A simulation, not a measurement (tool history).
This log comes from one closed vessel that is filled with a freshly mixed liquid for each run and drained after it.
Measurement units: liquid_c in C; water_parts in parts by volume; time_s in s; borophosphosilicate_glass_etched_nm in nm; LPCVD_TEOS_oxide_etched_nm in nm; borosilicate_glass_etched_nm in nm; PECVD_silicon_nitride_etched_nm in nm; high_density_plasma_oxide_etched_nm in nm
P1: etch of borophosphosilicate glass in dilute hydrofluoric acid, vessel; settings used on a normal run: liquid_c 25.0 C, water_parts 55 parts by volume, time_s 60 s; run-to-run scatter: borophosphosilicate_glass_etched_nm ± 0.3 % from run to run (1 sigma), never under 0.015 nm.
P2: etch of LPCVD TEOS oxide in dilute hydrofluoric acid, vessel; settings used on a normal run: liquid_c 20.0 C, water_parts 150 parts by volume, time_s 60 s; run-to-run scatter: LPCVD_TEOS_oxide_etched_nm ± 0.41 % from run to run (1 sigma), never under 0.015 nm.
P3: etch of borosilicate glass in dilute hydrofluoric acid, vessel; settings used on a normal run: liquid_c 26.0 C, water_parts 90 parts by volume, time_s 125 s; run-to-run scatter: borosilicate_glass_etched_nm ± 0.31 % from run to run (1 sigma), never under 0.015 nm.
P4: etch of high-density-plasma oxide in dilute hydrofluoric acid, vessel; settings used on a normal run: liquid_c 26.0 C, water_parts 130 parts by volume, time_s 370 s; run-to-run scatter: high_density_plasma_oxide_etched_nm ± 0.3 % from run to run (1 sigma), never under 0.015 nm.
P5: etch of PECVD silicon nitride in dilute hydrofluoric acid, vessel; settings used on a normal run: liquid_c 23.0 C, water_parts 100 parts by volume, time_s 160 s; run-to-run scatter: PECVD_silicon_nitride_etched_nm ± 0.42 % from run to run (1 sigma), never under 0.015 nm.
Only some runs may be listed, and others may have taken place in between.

run   hour  process  liquid_c  water_parts  time_s  hours since the thermometer was replaced  hours since the hydrofluoric acid flow meter was replaced  borophosphosilicate_glass_etched_nm  LPCVD_TEOS_oxide_etched_nm  borosilicate_glass_etched_nm  PECVD_silicon_nitride_etched_nm  high_density_plasma_oxide_etched_nm
  1   12.4       P1      25.0           55      60                                    1282.8                                                     1130.6                              105.410
  2   18.8       P1      25.0           90      60                                    1289.2                                                     1137.0                               61.182
  3   25.1       P2      27.5          150      60                                    1295.5                                                     1143.3                                                          20.4090
  4   36.0       P1      25.0           55      60                                    1306.4                                                     1154.2                              104.130
  5   48.1       P3      32.5           90     125                                    1318.5                                                     1166.3                                                                                         70.336
  6   61.4       P1      25.0           55      35                                    1331.8                                                     1179.6                               61.418
  7   71.0       P1      25.0           20      60                                    1341.4                                                     1189.2                              302.170
  8   83.1       P3      26.0           90     125                                    1353.5                                                     1201.3                                                                                         54.651
  9   93.1       P5      23.0           20     160                                    1363.5                                                     1211.3                                                                                                                         41.3500
 10  102.9       P5      23.0          100     160                                    1373.3                                                     1221.1                                                                                                                          8.6683
 11  110.4       P1      18.5           55      60                                    1380.8                                                     1228.6                               79.345
 12  119.4       P1      25.0           55      60                                    1389.8                                                     1237.6                              104.300
 13  130.5       P1      25.0           55      60                                    1400.9                                                     1248.7                              104.950
 14  138.1       P5      23.0          100      80                                    1408.5                                                     1256.3                                                                                                                          4.3383
 15  144.0       P1      30.5           75      60                                    1414.4                                                     1262.2                               92.893
 16  150.3       P1      25.0           55      60                                    1420.7                                                     1268.5                              105.410
 17  157.3       P4      31.0          130     370                                    1427.7                                                     1275.5                                                                                                                                                              18.8680
 18  169.7       P1      29.0           20      60                                    1440.1                                                     1287.9                              354.870
 19  177.7       P2      20.0          150      30                                    1448.1                                                     1295.9                                                           7.6690
 20  188.4       P2      20.0          265      60                                    1458.8                                                     1306.6                                                           7.7738
 21  196.5       P4      26.0           35     370                                    1466.9                                                     1314.7                                                                                                                                                              65.6170
 22  206.4       P2      20.0          150      60                                    1476.8                                                     1324.6                                                          15.5130
 23  213.8       P3      26.0          145     125                                    1484.2                                                     1332.0                                                                                         32.015
 24  221.4       P3      26.0           90     125                                    1491.8                                                     1339.6                                                                                         54.996
 25  229.1       P1      25.0           55      60                                    1499.5                                                     1347.3                              105.010
 26  235.6       P5      23.0          100     160                                    1506.0                                                     1353.8                                                                                                                          8.6865
 27  246.0       P5      17.0          100     160                                    1516.4                                                     1364.2                                                                                                                          5.7774
 28  256.0       P4      26.0          130     370                                    1526.4                                                     1374.2                                                                                                                                                              15.6320
 29  263.7       P1      30.5           55      60                                    1534.1                                                     1381.9                              130.780
 30  277.1       P1      25.0           55     115                                    1547.5                                                     1395.3                              200.220
 31  289.3       P4      26.0          130     370                                    1559.7                                                     1407.5                                                                                                                                                              15.6860
 32  301.0       P4      26.0          130     140                                    1571.4                                                     1419.2                                                                                                                                                               5.8955
 33  311.7       P3      26.0           90      65                                    1582.1                                                     1429.9                                                                                         28.601
 34  320.4       P1      25.0           55      60                                    1590.8                                                     1438.6                              104.470
 35  331.4       P1      25.0           55      60                                    1601.8                                                     1449.6                              106.390
 36  341.0       P1      25.0           55      60                                    1611.4                                                     1459.2                              108.290
 37  353.9       P1      25.0           55      60                                    1624.3                                                     1472.1                              109.620
 38  361.2       P1      25.0           55      60                                    1631.6                                                     1479.4                              109.950
 39  373.3       P1      25.0           55      60                                    1643.7                                                     1491.5                              110.270
 40  384.2       P1      25.0           55      60                                    1654.6                                                     1502.4                              110.670
 41  394.6       P1      25.0           55      60                                    1665.0                                                     1512.8                              110.170
 42  400.9       P1      25.0           55      60                                    1671.3                                                     1519.1                              110.390
 43  413.9       P1      25.0           55      60                                    1684.3                                                     1532.1                              110.680
 44  425.7       P1      25.0           55      60                                    1696.1                                                     1543.9                              111.210

Something has made what P1 gives creep away from where it was; the 2 causes below, each at its own stated size, fit the log equally well:
A: liquid hotter than its thermometer reads (K) = 1.39
B: hydrofluoric acid flow above the setpoint (%) = 5.35
The drift started at roughly hour 320.4.

The check runs listed below each take one wafer, and their results are still question marks. Under which run would the listed causes lead to clearly different results?
check 1  437.5       P2      20.0          150      60                                                                                                                                                                     ?
check 2  437.5       P5      23.0          100     160                                                                                                                                                                                                                                    ?
check 3  437.5       P4      26.0          130     370                                                                                                                                                                                                                                                                         ?
check 4  437.5       P3      26.0           90     125                                                                                                                                                                                                   ?

What every check run would give for each of its results, assuming each possible cause in turn:
  check                               result     if A     if B
check 1           LPCVD_TEOS_oxide_etched_nm  16.2400  16.3240
check 2      PECVD_silicon_nitride_etched_nm   9.5089   9.1313
check 3  high_density_plasma_oxide_etched_nm  16.4370  16.5660
check 4         borosilicate_glass_etched_nm   57.935   58.164
Per check, the gap between the least separated pair of causes, taken in the result that splits them most: check 1 0.52 %; check 2 4.05 %; check 3 0.78 %; check 4 0.4 %
Check 2 distinguishes between the causes, while the remaining checks would return nearly the same result for all of them.

Check 2 was carried out, with these results: PECVD_silicon_nitride_etched_nm 9.1633 nm. Which of the listed causes is responsible?

It is B: hydrofluoric acid flow above the setpoint (%).

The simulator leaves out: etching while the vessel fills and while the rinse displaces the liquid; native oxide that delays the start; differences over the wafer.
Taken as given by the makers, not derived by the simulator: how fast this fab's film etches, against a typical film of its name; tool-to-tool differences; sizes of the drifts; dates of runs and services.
